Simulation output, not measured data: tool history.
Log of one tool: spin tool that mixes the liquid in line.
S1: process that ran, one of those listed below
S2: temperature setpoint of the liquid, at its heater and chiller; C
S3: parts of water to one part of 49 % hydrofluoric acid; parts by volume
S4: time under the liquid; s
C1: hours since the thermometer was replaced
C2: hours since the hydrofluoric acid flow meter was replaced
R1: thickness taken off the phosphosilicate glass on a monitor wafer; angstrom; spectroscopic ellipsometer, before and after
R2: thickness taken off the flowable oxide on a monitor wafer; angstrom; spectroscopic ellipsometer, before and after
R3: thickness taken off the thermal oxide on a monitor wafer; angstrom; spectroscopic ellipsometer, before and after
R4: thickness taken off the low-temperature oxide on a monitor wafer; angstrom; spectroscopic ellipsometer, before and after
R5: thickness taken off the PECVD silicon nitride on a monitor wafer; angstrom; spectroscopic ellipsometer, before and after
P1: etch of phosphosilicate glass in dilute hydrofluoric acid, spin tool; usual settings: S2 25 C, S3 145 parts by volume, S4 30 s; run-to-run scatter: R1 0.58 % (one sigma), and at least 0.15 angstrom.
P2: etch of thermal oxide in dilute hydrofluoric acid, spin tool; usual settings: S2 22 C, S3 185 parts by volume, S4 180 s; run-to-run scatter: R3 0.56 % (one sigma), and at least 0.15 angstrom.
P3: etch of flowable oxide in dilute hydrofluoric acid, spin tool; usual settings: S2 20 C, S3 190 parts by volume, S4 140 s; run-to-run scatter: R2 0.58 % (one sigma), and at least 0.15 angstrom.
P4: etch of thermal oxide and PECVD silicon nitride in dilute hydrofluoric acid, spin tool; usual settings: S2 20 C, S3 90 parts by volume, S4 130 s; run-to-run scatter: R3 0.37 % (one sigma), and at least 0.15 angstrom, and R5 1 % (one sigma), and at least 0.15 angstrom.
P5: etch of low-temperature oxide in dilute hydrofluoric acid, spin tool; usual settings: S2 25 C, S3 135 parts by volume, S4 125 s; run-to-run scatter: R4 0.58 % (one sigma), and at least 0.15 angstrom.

{"run": 1, "hour": 6.4, "S1": "P1", "S2": 25, "S3": 145, "S4": 30, "C1": 1102.5, "C2": 899.3, "R1": 188.17}
{"run": 2, "hour": 11.4, "S1": "P1", "S2": 25, "S3": 220, "S4": 15, "C1": 1107.5, "C2": 904.3, "R1": 56.393}
{"run": 3, "hour": 17.8, "S1": "P3", "S2": 20, "S3": 190, "S4": 140, "C1": 1113.9, "C2": 910.7, "R2": 129.78}
{"run": 4, "hour": 24.0, "S1": "P2", "S2": 22, "S3": 185, "S4": 315, "C1": 1120.1, "C2": 916.9, "R3": 65.214}
{"run": 5, "hour": 33.0, "S1": "P1", "S2": 25, "S3": 145, "S4": 55, "C1": 1129.1, "C2": 925.9, "R1": 346.01}
{"run": 6, "hour": 39.9, "S1": "P2", "S2": 17, "S3": 185, "S4": 180, "C1": 1136, "C2": 932.8, "R3": 30.618}
{"run": 7, "hour": 46.9, "S1": "P1", "S2": 25, "S3": 230, "S4": 30, "C1": 1143, "C2": 939.8, "R1": 107.97}
{"run": 8, "hour": 54.4, "S1": "P5", "S2": 17, "S3": 135, "S4": 125, "C1": 1150.5, "C2": 947.3, "R4": 129.09}
{"run": 9, "hour": 60.6, "S1": "P1", "S2": 25, "S3": 145, "S4": 30, "C1": 1156.7, "C2": 953.5, "R1": 186.33}
{"run": 10, "hour": 67.0, "S1": "P3", "S2": 20, "S3": 190, "S4": 20, "C1": 1163.1, "C2": 959.9, "R2": 18.667}
{"run": 11, "hour": 75.7, "S1": "P2", "S2": 22, "S3": 185, "S4": 180, "C1": 1171.8, "C2": 968.6, "R3": 36.997}
{"run": 12, "hour": 81.7, "S1": "P1", "S2": 25, "S3": 145, "S4": 30, "C1": 1177.8, "C2": 974.6, "R1": 187.14}
{"run": 13, "hour": 90.1, "S1": "P4", "S2": 20, "S3": 90, "S4": 130, "C1": 1186.2, "C2": 983, "R3": 59.164, "R5": 23.303}
{"run": 14, "hour": 97.5, "S1": "P1", "S2": 25, "S3": 145, "S4": 30, "C1": 1193.6, "C2": 990.4, "R1": 186.2}
{"run": 15, "hour": 103.4, "S1": "P5", "S2": 25, "S3": 135, "S4": 230, "C1": 1199.5, "C2": 996.3, "R4": 327.31}
{"run": 16, "hour": 112.0, "S1": "P2", "S2": 22, "S3": 290, "S4": 180, "C1": 1208.1, "C2": 1004.9, "R3": 21.555}
{"run": 17, "hour": 117.2, "S1": "P1", "S2": 25, "S3": 145, "S4": 15, "C1": 1213.3, "C2": 1010.1, "R1": 93.554}
{"run": 18, "hour": 124.4, "S1": "P1", "S2": 30, "S3": 145, "S4": 30, "C1": 1220.5, "C2": 1017.3, "R1": 222.31}
{"run": 19, "hour": 135.3, "S1": "P4", "S2": 25.5, "S3": 90, "S4": 130, "C1": 1231.4, "C2": 1028.2, "R3": 73.341, "R5": 33.997}
{"run": 20, "hour": 141.1, "S1": "P3", "S2": 20, "S3": 190, "S4": 140, "C1": 1237.2, "C2": 1034, "R2": 130.66}
{"run": 21, "hour": 148.6, "S1": "P5", "S2": 25, "S3": 65, "S4": 125, "C1": 1244.7, "C2": 1041.5, "R4": 404.28}
{"run": 22, "hour": 155.5, "S1": "P2", "S2": 22, "S3": 185, "S4": 180, "C1": 1251.6, "C2": 1048.4, "R3": 36.908}
{"run": 23, "hour": 161.2, "S1": "P1", "S2": 25, "S3": 145, "S4": 30, "C1": 1257.3, "C2": 1054.1, "R1": 188.15}
{"run": 24, "hour": 170.1, "S1": "P4", "S2": 20, "S3": 90, "S4": 260, "C1": 1266.2, "C2": 1063, "R3": 117.2, "R5": 47.465}
{"run": 25, "hour": 177.3, "S1": "P1", "S2": 25, "S3": 145, "S4": 30, "C1": 1273.4, "C2": 1070.2, "R1": 187.84}
{"run": 26, "hour": 182.7, "S1": "P1", "S2": 20, "S3": 145, "S4": 30, "C1": 1278.8, "C2": 1075.6, "R1": 155.1}
{"run": 27, "hour": 189.7, "S1": "P1", "S2": 25, "S3": 145, "S4": 30, "C1": 1285.8, "C2": 1082.6, "R1": 188.76}
{"run": 28, "hour": 198.8, "S1": "P4", "S2": 20, "S3": 30, "S4": 130, "C1": 1294.9, "C2": 1091.7, "R3": 189.95, "R5": 68.495}
{"run": 29, "hour": 209.5, "S1": "P1", "S2": 19.5, "S3": 90, "S4": 30, "C1": 1305.6, "C2": 1102.4, "R1": 257.33}
{"hour": 215.8, "done": "thermometer replaced"}
{"run": 30, "hour": 218.3, "S1": "P3", "S2": 20, "S3": 55, "S4": 140, "C1": 2.5, "C2": 1111.2, "R2": 520.98}
{"run": 31, "hour": 227.3, "S1": "P1", "S2": 28.5, "S3": 195, "S4": 30, "C1": 11.5, "C2": 1120.2, "R1": 149.16}
{"run": 32, "hour": 235.9, "S1": "P3", "S2": 27.5, "S3": 190, "S4": 140, "C1": 20.1, "C2": 1128.8, "R2": 173.11}
{"run": 33, "hour": 244.6, "S1": "P1", "S2": 25, "S3": 75, "S4": 30, "C1": 28.8, "C2": 1137.5, "R1": 394.96}
{"run": 34, "hour": 251.5, "S1": "P5", "S2": 25, "S3": 135, "S4": 125, "C1": 35.7, "C2": 1144.4, "R4": 177.48}
{"run": 35, "hour": 261.9, "S1": "P1", "S2": 25, "S3": 145, "S4": 30, "C1": 46.1, "C2": 1154.8, "R1": 188.29}
{"run": 36, "hour": 270.3, "S1": "P1", "S2": 25, "S3": 145, "S4": 30, "C1": 54.5, "C2": 1163.2, "R1": 194.27}
{"run": 37, "hour": 279.6, "S1": "P1", "S2": 25, "S3": 145, "S4": 30, "C1": 63.8, "C2": 1172.5, "R1": 197.49}
{"run": 38, "hour": 288.4, "S1": "P1", "S2": 25, "S3": 145, "S4": 30, "C1": 72.6, "C2": 1181.3, "R1": 197.69}
{"run": 39, "hour": 297.4, "S1": "P1", "S2": 25, "S3": 145, "S4": 30, "C1": 81.6, "C2": 1190.3, "R1": 199.02}
{"run": 40, "hour": 308.2, "S1": "P1", "S2": 25, "S3": 145, "S4": 30, "C1": 92.4, "C2": 1201.1, "R1": 200.95}
{"run": 41, "hour": 314.7, "S1": "P1", "S2": 25, "S3": 145, "S4": 30, "C1": 98.9, "C2": 1207.6, "R1": 199.48}
{"run": 42, "hour": 321.3, "S1": "P1", "S2": 25, "S3": 145, "S4": 30, "C1": 105.5, "C2": 1214.2, "R1": 201.54}
{"run": 43, "hour": 326.3, "S1": "P1", "S2": 25, "S3": 145, "S4": 30, "C1": 110.5, "C2": 1219.2, "R1": 199.83}
{"run": 44, "hour": 333.1, "S1": "P1", "S2": 25, "S3": 145, "S4": 30, "C1": 117.3, "C2": 1226, "R1": 199.97}

What P1 gives has crept away from where it was. These 2 causes fit the log equally well, each at the size given:
A: liquid hotter than its thermometer reads (K) = 1.85
B: hydrofluoric acid flow above the setpoint (%) = 6.13
The creep began at about hour 261.9.

4 check runs are offered, each on 2 wafers whose results are averaged, their results left as question marks. Which one tells the causes apart?
{"run": "check 1", "hour": 339.9, "S1": "P4", "S2": 20, "S3": 55, "S4": 230, "R3": "?", "R5": "?"}
{"run": "check 2", "hour": 339.9, "S1": "P3", "S2": 24.5, "S3": 190, "S4": 40, "R2": "?"}
{"run": "check 3", "hour": 339.9, "S1": "P2", "S2": 17, "S3": 185, "S4": 315, "R3": "?"}
{"run": "check 4", "hour": 339.9, "S1": "P5", "S2": 25, "S3": 80, "S4": 195, "R4": "?"}

What each check would give under each cause:
check=check_1 result=R3 if_A=191.31 if_B=188.58
check=check_1 result=R5 if_A=76.848 if_B=71.695
check=check_2 result=R2 if_A=47.12 if_B=47.301
check=check_3 result=R3 if_A=57.693 if_B=57.454
check=check_4 result=R4 if_A=540.66 if_B=536.54
How far apart the two closest causes lie, in the result that separates them most: check 1 6.94 %; check 2 0.38 %; check 3 0.41 %; check 4 0.77 %
Only check 1 tells the causes apart: in the others they would give nearly the same result.

Check 1 was then run and gave: R3 188.64 angstrom; R5 71.719 angstrom. Which cause is it?

It is B: hydrofluoric acid flow above the setpoint (%).

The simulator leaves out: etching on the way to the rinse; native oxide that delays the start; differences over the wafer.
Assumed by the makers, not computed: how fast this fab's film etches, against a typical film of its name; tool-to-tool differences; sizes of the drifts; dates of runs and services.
